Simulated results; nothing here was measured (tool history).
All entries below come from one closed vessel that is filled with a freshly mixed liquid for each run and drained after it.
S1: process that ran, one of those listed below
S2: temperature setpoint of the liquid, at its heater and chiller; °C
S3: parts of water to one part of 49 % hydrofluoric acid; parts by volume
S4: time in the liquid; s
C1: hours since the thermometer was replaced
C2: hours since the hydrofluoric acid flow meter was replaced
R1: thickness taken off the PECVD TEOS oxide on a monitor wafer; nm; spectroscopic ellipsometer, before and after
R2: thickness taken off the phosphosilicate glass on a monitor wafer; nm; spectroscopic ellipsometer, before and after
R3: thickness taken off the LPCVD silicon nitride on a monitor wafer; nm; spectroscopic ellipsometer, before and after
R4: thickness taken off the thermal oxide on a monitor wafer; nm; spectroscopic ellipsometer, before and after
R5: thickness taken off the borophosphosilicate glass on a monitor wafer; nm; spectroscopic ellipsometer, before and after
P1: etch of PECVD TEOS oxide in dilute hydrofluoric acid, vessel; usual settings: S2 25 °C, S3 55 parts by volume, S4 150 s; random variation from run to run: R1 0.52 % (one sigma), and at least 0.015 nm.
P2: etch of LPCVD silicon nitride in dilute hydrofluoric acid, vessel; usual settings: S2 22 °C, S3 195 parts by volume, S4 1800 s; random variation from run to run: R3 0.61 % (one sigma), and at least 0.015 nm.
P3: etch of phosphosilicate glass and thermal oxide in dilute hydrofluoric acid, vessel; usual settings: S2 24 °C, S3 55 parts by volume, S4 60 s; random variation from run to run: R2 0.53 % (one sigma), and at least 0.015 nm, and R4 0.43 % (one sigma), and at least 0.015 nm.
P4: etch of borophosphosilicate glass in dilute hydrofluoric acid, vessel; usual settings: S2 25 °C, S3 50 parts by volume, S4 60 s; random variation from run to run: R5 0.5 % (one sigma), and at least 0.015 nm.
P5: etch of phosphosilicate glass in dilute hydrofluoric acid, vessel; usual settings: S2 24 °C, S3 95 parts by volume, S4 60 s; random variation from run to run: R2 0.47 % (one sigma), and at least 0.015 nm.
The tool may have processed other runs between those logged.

run 1 hour=5.7 | S1=P1 S2=25 S3=55 S4=150 | C1=1288.9 C2=942.0 | R1=55.453
run 2 hour=13.0 | S1=P5 S2=24 S3=20 S4=60 | C1=1296.2 C2=949.3 | R2=373.640
run 3 hour=19.4 | S1=P2 S2=22 S3=195 S4=1800 | C1=1302.6 C2=955.7 | R3=4.10000
run 4 hour=31.1 | S1=P3 S2=24 S3=55 S4=60 | C1=1314.3 C2=967.4 | R2=195.300 R4=5.4447
run 5 hour=40.2 | S1=P5 S2=24 S3=95 S4=60 | C1=1323.4 C2=976.5 | R2=71.719
run 6 hour=49.5 | S1=P2 S2=17 S3=195 S4=1800 | C1=1332.7 C2=985.8 | R3=2.95670
run 7 hour=59.6 | S1=P1 S2=25 S3=80 S4=150 | C1=1342.8 C2=995.9 | R1=36.340
run 8 hour=67.7 | S1=P5 S2=20 S3=95 S4=60 | C1=1350.9 C2=1004.0 | R2=60.539
run 9 hour=74.4 | S1=P1 S2=32 S3=55 S4=285 | C1=1357.6 C2=1010.7 | R1=136.950
run 10 hour=80.0 | S1=P2 S2=22 S3=195 S4=1800 | C1=1363.2 C2=1016.3 | R3=4.10150
run 11 hour=86.8 | S1=P4 S2=25 S3=20 S4=60 | C1=1370.0 C2=1023.1 | R5=155.220
run 12 hour=92.9 | S1=P2 S2=22 S3=195 S4=205 | C1=1376.1 C2=1029.2 | R3=0.47304
run 13 hour=103.0 | S1=P1 S2=32 S3=90 S4=150 | C1=1386.2 C2=1039.3 | R1=42.267
run 14 hour=111.3 | S1=P1 S2=18 S3=55 S4=150 | C1=1394.5 C2=1047.6 | R1=41.299
run 15 hour=118.2 | S1=P3 S2=24 S3=55 S4=30 | C1=1401.4 C2=1054.5 | R2=96.601 R4=2.6911
run 16 hour=128.0 | S1=P3 S2=24 S3=55 S4=60 | C1=1411.2 C2=1064.3 | R2=193.520 R4=5.4613
run 17 hour=138.4 | S1=P1 S2=25 S3=90 S4=55 | C1=1421.6 C2=1074.7 | R1=11.882
-- hour=144.0 thermometer replaced
run 18 hour=148.5 | S1=P4 S2=25 S3=50 S4=30 | C1=4.6 C2=1084.8 | R5=29.890
run 19 hour=154.5 | S1=P5 S2=24 S3=95 S4=60 | C1=10.6 C2=1090.8 | R2=71.170
run 20 hour=162.7 | S1=P1 S2=25 S3=55 S4=150 | C1=18.8 C2=1099.0 | R1=55.026
run 21 hour=169.9 | S1=P1 S2=25 S3=55 S4=150 | C1=26.0 C2=1106.2 | R1=54.938
run 22 hour=178.4 | S1=P1 S2=25 S3=55 S4=150 | C1=34.5 C2=1114.7 | R1=55.400
run 23 hour=184.7 | S1=P1 S2=25 S3=55 S4=150 | C1=40.8 C2=1121.0 | R1=55.332
run 24 hour=192.9 | S1=P4 S2=25 S3=50 S4=60 | C1=49.0 C2=1129.2 | R5=59.793
run 25 hour=201.3 | S1=P4 S2=31 S3=50 S4=60 | C1=57.4 C2=1137.6 | R5=75.889

For run 26, what comes out?
run 26 hour=211.7 | S1=P1 S2=25 S3=55 S4=275 | C1=67.8 C2=1148.0 | R1=?

{"run 26": {"R1": 100.78}}
